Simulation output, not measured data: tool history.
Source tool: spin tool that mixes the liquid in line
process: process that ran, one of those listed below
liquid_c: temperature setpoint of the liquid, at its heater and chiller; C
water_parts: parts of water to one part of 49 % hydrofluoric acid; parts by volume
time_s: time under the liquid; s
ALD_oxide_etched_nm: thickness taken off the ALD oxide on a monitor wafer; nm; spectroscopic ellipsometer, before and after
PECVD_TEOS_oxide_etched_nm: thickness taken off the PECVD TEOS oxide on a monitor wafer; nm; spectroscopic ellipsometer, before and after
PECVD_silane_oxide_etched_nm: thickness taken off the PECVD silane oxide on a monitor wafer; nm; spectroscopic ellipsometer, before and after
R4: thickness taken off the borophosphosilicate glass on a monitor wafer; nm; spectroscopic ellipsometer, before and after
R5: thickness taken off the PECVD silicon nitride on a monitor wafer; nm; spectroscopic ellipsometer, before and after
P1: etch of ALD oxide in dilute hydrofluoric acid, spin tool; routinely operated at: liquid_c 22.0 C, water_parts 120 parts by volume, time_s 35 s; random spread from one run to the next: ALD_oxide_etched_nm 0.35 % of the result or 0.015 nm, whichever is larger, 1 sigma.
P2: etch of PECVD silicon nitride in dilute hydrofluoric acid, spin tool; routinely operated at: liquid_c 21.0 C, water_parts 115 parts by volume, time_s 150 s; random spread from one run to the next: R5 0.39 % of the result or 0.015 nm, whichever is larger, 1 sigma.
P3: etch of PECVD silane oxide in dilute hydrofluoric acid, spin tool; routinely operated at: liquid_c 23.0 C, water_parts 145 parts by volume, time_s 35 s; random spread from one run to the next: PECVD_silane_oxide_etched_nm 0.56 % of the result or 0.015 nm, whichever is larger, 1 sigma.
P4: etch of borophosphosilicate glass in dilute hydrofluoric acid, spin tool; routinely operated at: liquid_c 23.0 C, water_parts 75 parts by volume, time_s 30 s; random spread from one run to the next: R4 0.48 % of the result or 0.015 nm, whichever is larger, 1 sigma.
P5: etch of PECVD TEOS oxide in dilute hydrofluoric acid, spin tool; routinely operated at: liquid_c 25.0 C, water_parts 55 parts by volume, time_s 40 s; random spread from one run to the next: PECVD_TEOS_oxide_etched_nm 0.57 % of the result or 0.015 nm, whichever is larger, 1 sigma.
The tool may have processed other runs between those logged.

Run 1, day 0.362: process P1, liquid_c 22.0 C, water_parts 120 parts by volume, time_s 35 s. Result: ALD_oxide_etched_nm 6.7527 nm.
Run 2, day 0.817: process P1, liquid_c 22.0 C, water_parts 120 parts by volume, time_s 55 s. Result: ALD_oxide_etched_nm 10.6630 nm.
Run 3, day 1.121: process P1, liquid_c 22.0 C, water_parts 120 parts by volume, time_s 35 s. Result: ALD_oxide_etched_nm 6.7773 nm.
Run 4, day 1.488: process P1, liquid_c 22.0 C, water_parts 120 parts by volume, time_s 35 s. Result: ALD_oxide_etched_nm 6.7420 nm.
Run 5, day 2.000: process P1, liquid_c 22.0 C, water_parts 120 parts by volume, time_s 35 s. Result: ALD_oxide_etched_nm 6.7744 nm.
Run 6, day 2.312: process P5, liquid_c 25.0 C, water_parts 55 parts by volume, time_s 40 s. Result: PECVD_TEOS_oxide_etched_nm 12.331 nm.
Run 7, day 2.633: process P3, liquid_c 23.0 C, water_parts 145 parts by volume, time_s 15 s. Result: PECVD_silane_oxide_etched_nm 2.3027 nm.
Run 8, day 3.062: process P4, liquid_c 23.0 C, water_parts 75 parts by volume, time_s 50 s. Result: R4 26.944 nm.
Run 9, day 3.333: process P4, liquid_c 23.0 C, water_parts 75 parts by volume, time_s 30 s. Result: R4 16.132 nm.
Run 10, day 3.775: process P2, liquid_c 21.0 C, water_parts 115 parts by volume, time_s 150 s. Result: R5 6.1972 nm.
Run 11, day 4.158: process P2, liquid_c 21.0 C, water_parts 115 parts by volume, time_s 265 s. Result: R5 11.0020 nm.
Run 12, day 4.604: process P1, liquid_c 22.0 C, water_parts 120 parts by volume, time_s 35 s. Result: ALD_oxide_etched_nm 6.7320 nm.
Run 13, day 5.042: process P1, liquid_c 22.0 C, water_parts 120 parts by volume, time_s 15 s. Result: ALD_oxide_etched_nm 2.9021 nm.
Run 14, day 5.329: process P1, liquid_c 22.0 C, water_parts 165 parts by volume, time_s 35 s. Result: ALD_oxide_etched_nm 4.6880 nm.
Run 15, day 5.817: process P3, liquid_c 23.0 C, water_parts 85 parts by volume, time_s 35 s. Result: PECVD_silane_oxide_etched_nm 9.7905 nm.
At day 6.229: hydrofluoric acid flow meter replaced.
Run 16, day 6.312: process P5, liquid_c 32.0 C, water_parts 55 parts by volume, time_s 40 s. Result: PECVD_TEOS_oxide_etched_nm 16.069 nm.
Run 17, day 6.650: process P5, liquid_c 25.0 C, water_parts 20 parts by volume, time_s 40 s. Result: PECVD_TEOS_oxide_etched_nm 35.046 nm.
Run 18, day 6.942: process P5, liquid_c 25.0 C, water_parts 55 parts by volume, time_s 65 s. Result: PECVD_TEOS_oxide_etched_nm 19.923 nm.
Run 19, day 7.204: process P3, liquid_c 23.0 C, water_parts 145 parts by volume, time_s 35 s. Result: PECVD_silane_oxide_etched_nm 5.3459 nm.
Run 20, day 7.750: process P1, liquid_c 22.0 C, water_parts 65 parts by volume, time_s 35 s. Result: ALD_oxide_etched_nm 13.2660 nm.
Run 21, day 8.125: process P1, liquid_c 22.0 C, water_parts 120 parts by volume, time_s 35 s. Result: ALD_oxide_etched_nm 6.7382 nm.
Run 22, day 8.479: process P4, liquid_c 23.0 C, water_parts 40 parts by volume, time_s 30 s. Result: R4 31.646 nm.
Run 23, day 8.942: process P1, liquid_c 17.0 C, water_parts 170 parts by volume, time_s 35 s. Result: ALD_oxide_etched_nm 3.6990 nm.
Run 24, day 9.379: process P2, liquid_c 27.5 C, water_parts 115 parts by volume, time_s 150 s. Result: R5 9.3744 nm.
Run 25, day 9.708: process P3, liquid_c 23.0 C, water_parts 145 parts by volume, time_s 35 s. Result: PECVD_silane_oxide_etched_nm 5.4029 nm.
Run 26, day 10.000: process P1, liquid_c 17.0 C, water_parts 120 parts by volume, time_s 35 s. Result: ALD_oxide_etched_nm 5.4816 nm.
Run 27, day 10.329: process P4, liquid_c 23.0 C, water_parts 75 parts by volume, time_s 30 s. Result: R4 15.969 nm.
Run 28, day 10.704: process P1, liquid_c 22.0 C, water_parts 120 parts by volume, time_s 35 s. Result: ALD_oxide_etched_nm 6.6982 nm.
Run 29, day 11.158: process P4, liquid_c 17.0 C, water_parts 75 parts by volume, time_s 30 s. Result: R4 12.493 nm.
Run 30, day 11.483: process P2, liquid_c 21.0 C, water_parts 210 parts by volume, time_s 150 s. Result: R5 3.4309 nm.
Run 31, day 11.996: process P1, liquid_c 26.0 C, water_parts 120 parts by volume, time_s 35 s. Result: ALD_oxide_etched_nm 7.8813 nm.
Run 32, day 12.254: process P2, liquid_c 21.0 C, water_parts 115 parts by volume, time_s 150 s. Result: R5 6.1772 nm.
Run 33, day 12.571: process P3, liquid_c 31.0 C, water_parts 145 parts by volume, time_s 35 s. Result: PECVD_silane_oxide_etched_nm 7.1574 nm.
Run 34, day 13.108: process P1, liquid_c 22.0 C, water_parts 120 parts by volume, time_s 35 s. Result: ALD_oxide_etched_nm 6.7796 nm.
Run 35, day 13.600: process P1, liquid_c 22.0 C, water_parts 120 parts by volume, time_s 35 s. Result: ALD_oxide_etched_nm 6.5828 nm.
Run 36, day 13.921: process P1, liquid_c 22.0 C, water_parts 120 parts by volume, time_s 35 s. Result: ALD_oxide_etched_nm 6.4612 nm.
Run 37, day 14.375: process P1, liquid_c 22.0 C, water_parts 120 parts by volume, time_s 35 s. Result: ALD_oxide_etched_nm 6.4462 nm.
Run 38, day 14.858: process P1, liquid_c 22.0 C, water_parts 120 parts by volume, time_s 35 s. Result: ALD_oxide_etched_nm 6.4345 nm.
Run 39, day 15.246: process P1, liquid_c 22.0 C, water_parts 120 parts by volume, time_s 35 s. Result: ALD_oxide_etched_nm 6.3502 nm.
Run 40, day 15.521: process P1, liquid_c 22.0 C, water_parts 120 parts by volume, time_s 35 s. Result: ALD_oxide_etched_nm 6.3347 nm.
Run 41, day 16.050: process P1, liquid_c 22.0 C, water_parts 120 parts by volume, time_s 35 s. Result: ALD_oxide_etched_nm 6.3730 nm.

The next listed run, before its measurement:
Run 42, day 16.412: process P1, liquid_c 22.0 C, water_parts 120 parts by volume, time_s 35 s. Result: ALD_oxide_etched_nm ?.

{"run 42": {"ALD_oxide_etched_nm": 6.3942}}
